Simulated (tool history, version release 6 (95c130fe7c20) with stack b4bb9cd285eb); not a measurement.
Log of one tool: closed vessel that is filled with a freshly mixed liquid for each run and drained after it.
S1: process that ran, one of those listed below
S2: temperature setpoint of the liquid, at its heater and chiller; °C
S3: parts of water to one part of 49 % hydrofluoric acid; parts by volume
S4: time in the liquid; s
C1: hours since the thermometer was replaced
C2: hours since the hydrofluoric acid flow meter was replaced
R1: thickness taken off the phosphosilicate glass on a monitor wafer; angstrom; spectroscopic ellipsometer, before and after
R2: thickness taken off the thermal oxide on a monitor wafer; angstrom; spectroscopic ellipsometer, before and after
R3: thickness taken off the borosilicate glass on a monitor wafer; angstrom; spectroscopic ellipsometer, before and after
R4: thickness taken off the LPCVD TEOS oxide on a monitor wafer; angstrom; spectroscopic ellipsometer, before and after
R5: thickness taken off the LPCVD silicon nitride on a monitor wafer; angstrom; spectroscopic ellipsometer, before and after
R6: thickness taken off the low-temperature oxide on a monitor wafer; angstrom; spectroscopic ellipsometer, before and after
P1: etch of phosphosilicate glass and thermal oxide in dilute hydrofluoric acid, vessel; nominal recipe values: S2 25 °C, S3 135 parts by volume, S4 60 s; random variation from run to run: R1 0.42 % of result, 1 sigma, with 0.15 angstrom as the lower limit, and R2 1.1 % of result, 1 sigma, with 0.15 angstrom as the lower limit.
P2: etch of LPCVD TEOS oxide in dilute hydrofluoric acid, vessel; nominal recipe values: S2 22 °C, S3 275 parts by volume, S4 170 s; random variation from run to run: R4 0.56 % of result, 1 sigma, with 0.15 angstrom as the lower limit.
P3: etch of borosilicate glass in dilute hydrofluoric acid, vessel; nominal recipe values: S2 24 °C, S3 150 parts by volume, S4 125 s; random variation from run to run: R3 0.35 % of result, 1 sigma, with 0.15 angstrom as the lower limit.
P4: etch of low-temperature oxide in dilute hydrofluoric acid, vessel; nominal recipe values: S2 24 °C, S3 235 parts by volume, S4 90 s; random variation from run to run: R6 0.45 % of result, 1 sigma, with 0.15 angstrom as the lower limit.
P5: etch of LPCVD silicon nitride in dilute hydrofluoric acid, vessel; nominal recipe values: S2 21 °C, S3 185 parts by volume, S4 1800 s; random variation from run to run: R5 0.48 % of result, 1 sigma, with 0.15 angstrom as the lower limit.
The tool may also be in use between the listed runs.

run	hour	S1	S2	S3	S4	C1	C2	R1	R2	R3	R4	R5	R6
1	12.1	P1	25	135	60	1382.3	1821.3	362.11	20.051				
2	25.4	P3	24	260	125	1395.6	1834.6			118.19			
3	33.8	P3	24	150	125	1404	1843			230.99			
4	43	P1	30	135	60	1413.2	1852.2	435.62	25.006				
5	51.7	P2	22	275	170	1421.9	1860.9				265.8		
6	65.2	P2	22	410	170	1435.4	1874.4				157.15		
7	77.5	P5	21	185	1800	1447.7	1886.7					41.737	
8	85.6	P1	17	135	60	1455.8	1894.8	264.28	15.049				
9	93	P2	22	275	30	1463.2	1902.2				47.004		
10	106.6	P1	25	135	95	1476.8	1915.8	574.33	33.477				
11	120.9	P4	24	235	90	1491.1	1930.1						95.914
12	127.7	P3	24	150	230	1497.9	1936.9			425			
13	138.9	P1	25	220	60	1509.1	1948.1	202.99	11.757				
# hour 144.5: hydrofluoric acid flow meter replaced
14	149.5	P1	25	75	60	1519.7	5.1	704.39	39.842				
15	161.3	P4	24	80	90	1531.5	16.9						340.04
16	169.4	P2	17	275	170	1539.6	25				222.43		
17	182.5	P3	19	150	125	1552.7	38.1			188.17			
18	192.6	P1	20	135	105	1562.8	48.2	525.38	30.022				
19	206.5	P5	21	185	2610	1576.7	62.1					60.388	
20	219	P2	22	275	170	1589.2	74.6				265.89		
21	232.2	P5	21	185	1800	1602.4	87.8					41.695	
22	239.6	P1	25	135	30	1609.8	95.2	182.67	10.478				
23	252.7	P4	24	235	50	1622.9	108.3						54.221

What will run 24 give?
24	259.4	P1	25	135	60	1629.6	115	?	?				

R1: 363.91 angstrom
R2: 21.037 angstrom
